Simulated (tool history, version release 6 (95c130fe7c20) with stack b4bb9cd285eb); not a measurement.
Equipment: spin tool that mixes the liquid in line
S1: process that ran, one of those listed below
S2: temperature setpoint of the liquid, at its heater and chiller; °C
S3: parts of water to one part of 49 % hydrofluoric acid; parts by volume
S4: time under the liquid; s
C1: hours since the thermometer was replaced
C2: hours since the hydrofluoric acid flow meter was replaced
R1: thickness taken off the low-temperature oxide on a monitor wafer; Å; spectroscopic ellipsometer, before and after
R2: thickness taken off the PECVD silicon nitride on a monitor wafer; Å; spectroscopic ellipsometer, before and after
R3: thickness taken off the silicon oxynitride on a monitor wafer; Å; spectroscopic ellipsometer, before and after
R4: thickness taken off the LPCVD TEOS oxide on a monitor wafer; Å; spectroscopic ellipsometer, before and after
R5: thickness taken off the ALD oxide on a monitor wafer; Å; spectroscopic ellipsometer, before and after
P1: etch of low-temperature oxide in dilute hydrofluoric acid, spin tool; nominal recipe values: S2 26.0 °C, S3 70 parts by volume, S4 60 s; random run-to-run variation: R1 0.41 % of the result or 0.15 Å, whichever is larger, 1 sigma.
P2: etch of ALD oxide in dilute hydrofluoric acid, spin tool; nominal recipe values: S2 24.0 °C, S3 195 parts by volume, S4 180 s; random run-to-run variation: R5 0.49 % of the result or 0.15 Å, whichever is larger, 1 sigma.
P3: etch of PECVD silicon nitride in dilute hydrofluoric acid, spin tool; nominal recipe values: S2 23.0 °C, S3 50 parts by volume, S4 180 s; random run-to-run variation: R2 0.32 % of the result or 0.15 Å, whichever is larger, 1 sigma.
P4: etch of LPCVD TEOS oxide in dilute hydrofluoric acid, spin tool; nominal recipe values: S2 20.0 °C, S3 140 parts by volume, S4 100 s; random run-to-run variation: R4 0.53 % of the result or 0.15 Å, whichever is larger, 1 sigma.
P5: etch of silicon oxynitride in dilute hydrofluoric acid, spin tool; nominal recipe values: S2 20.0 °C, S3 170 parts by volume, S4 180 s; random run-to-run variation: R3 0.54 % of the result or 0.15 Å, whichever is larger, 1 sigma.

run   hour  S1    S2   S3   S4     C1     C2       R1       R2       R3       R4       R5
  1    8.2  P1  26.0   70   60  416.4  419.0   331.65
  2   16.1  P3  23.0   50  180  424.3  426.9            65.032
  3   22.5  P5  17.0  170  180  430.7  433.3                     34.772
  4   28.6  P3  23.0   50  180  436.8  439.4            65.002
  5   33.1  P1  26.0   70   60  441.3  443.9   331.52
  6   38.0  P1  26.0   20   60  446.2  448.8  1245.80
  7   46.5  P1  26.0   70   60  454.7  457.3   329.83
  8   54.8  P1  26.0  105   60  463.0  465.6   210.27
  9   58.9  P4  20.0  140  100  467.1  469.7                             191.060
 10   65.8  P1  26.0   70   30  474.0  476.6   164.96
 11   74.9  P2  18.5  195  180  483.1  485.7                                      129.930
 12   80.3  P4  20.0  140   15  488.5  491.1                              28.573
 13   85.6  P4  17.0  140  100  493.8  496.4                             166.960
 14   89.6  P2  24.0  195  180  497.8  500.4                                      162.160
 15   95.0  P5  20.0   45  180  503.2  505.8                    167.040
 16   99.4  P5  20.0  170   85  507.6  510.2                     19.102
 17  105.1  P4  20.0   40  100  513.3  515.9                             749.700
 18  110.8  P1  26.0  110  110  519.0  521.6   365.88
 19  119.9  P3  17.0   50  180  528.1  530.7            42.927
 20  128.6  P1  26.0   70  120  536.8  539.4   662.02
 21  132.9  P3  23.0   80  180  541.1  543.7            40.735
 22  138.0  P3  23.0   50  360  546.2  548.8           129.270
 23  144.8  P5  20.0  170  180  553.0  555.6                     40.395
 24  153.3  P1  22.0   70   60  561.5  564.1   283.73
 25  160.5  P1  26.0   95   85  568.7  571.3   334.71
 26  166.1  P2  24.0  120  180  574.3  576.9                                      286.010
 27  174.6  P1  26.0   70   60  582.8  585.4   330.95
 28  178.9  P1  30.0   70   60  587.1  589.7   387.38
 29  186.2  P2  24.0  195   70  594.4  597.0                                       62.575
 30  192.2  P2  24.0  195  180  600.4  603.0                                      160.200
 31  197.9  P1  26.0   70   60  606.1  608.7   330.52
 32  204.3  P1  26.0   70   60  612.5  615.1   335.35
 33  213.1  P1  26.0   70   60  621.3  623.9   343.47
 34  220.6  P1  26.0   70   60  628.8  631.4   345.72
 35  228.2  P1  26.0   70   60  636.4  639.0   346.03
 36  236.0  P1  26.0   70   60  644.2  646.8   346.79
 37  242.8  P1  26.0   70   60  651.0  653.6   348.53
 38  250.0  P1  26.0   70   60  658.2  660.8   349.66
 39  258.1  P1  26.0   70   60  666.3  668.9   353.64
 40  263.0  P1  26.0   70   60  671.2  673.8   348.57
 41  268.1  P1  26.0   70   60  676.3  678.9   352.00

What P1 gives has crept off from where it sat before. The 2 causes that follow fit the log equally well, each at the size noted:
A: liquid hotter than its thermometer reads (K) = 1.42
B: hydrofluoric acid flow above the setpoint (%) = 5.26
Creep in the process output first set in at about hour 197.9.

Below are 4 check runs, each on a single wafer, with their results shown as question marks. Which of them would tell the listed causes apart, meaning the causes would give clearly different results under it?
check 1  273.2  P5  20.0  170  180                   ?
check 2  273.2  P2  24.0  195  180                           ?
check 3  273.2  P3  23.0   50  180               ?
check 4  273.2  P4  20.0  140  100                       ?

Expected result of each check under each candidate cause:
  check  result     if A     if B
check 1      R3   43.010   42.605
check 2      R5  169.700  171.330
check 3      R2   71.306   68.109
check 4      R4  201.270  201.720
Smallest distance between any two causes, each pair judged by its most separating result, in per cent: check 1 0.94 %; check 2 0.96 %; check 3 4.59 %; check 4 0.22 %
The causes can be told apart only by check 3. The other checks would give nearly the same results under each of them.

Running check 3 produced the following: R2 71.320 Å. Which one of the listed causes fits?

It was cause A: liquid hotter than its thermometer reads (K).
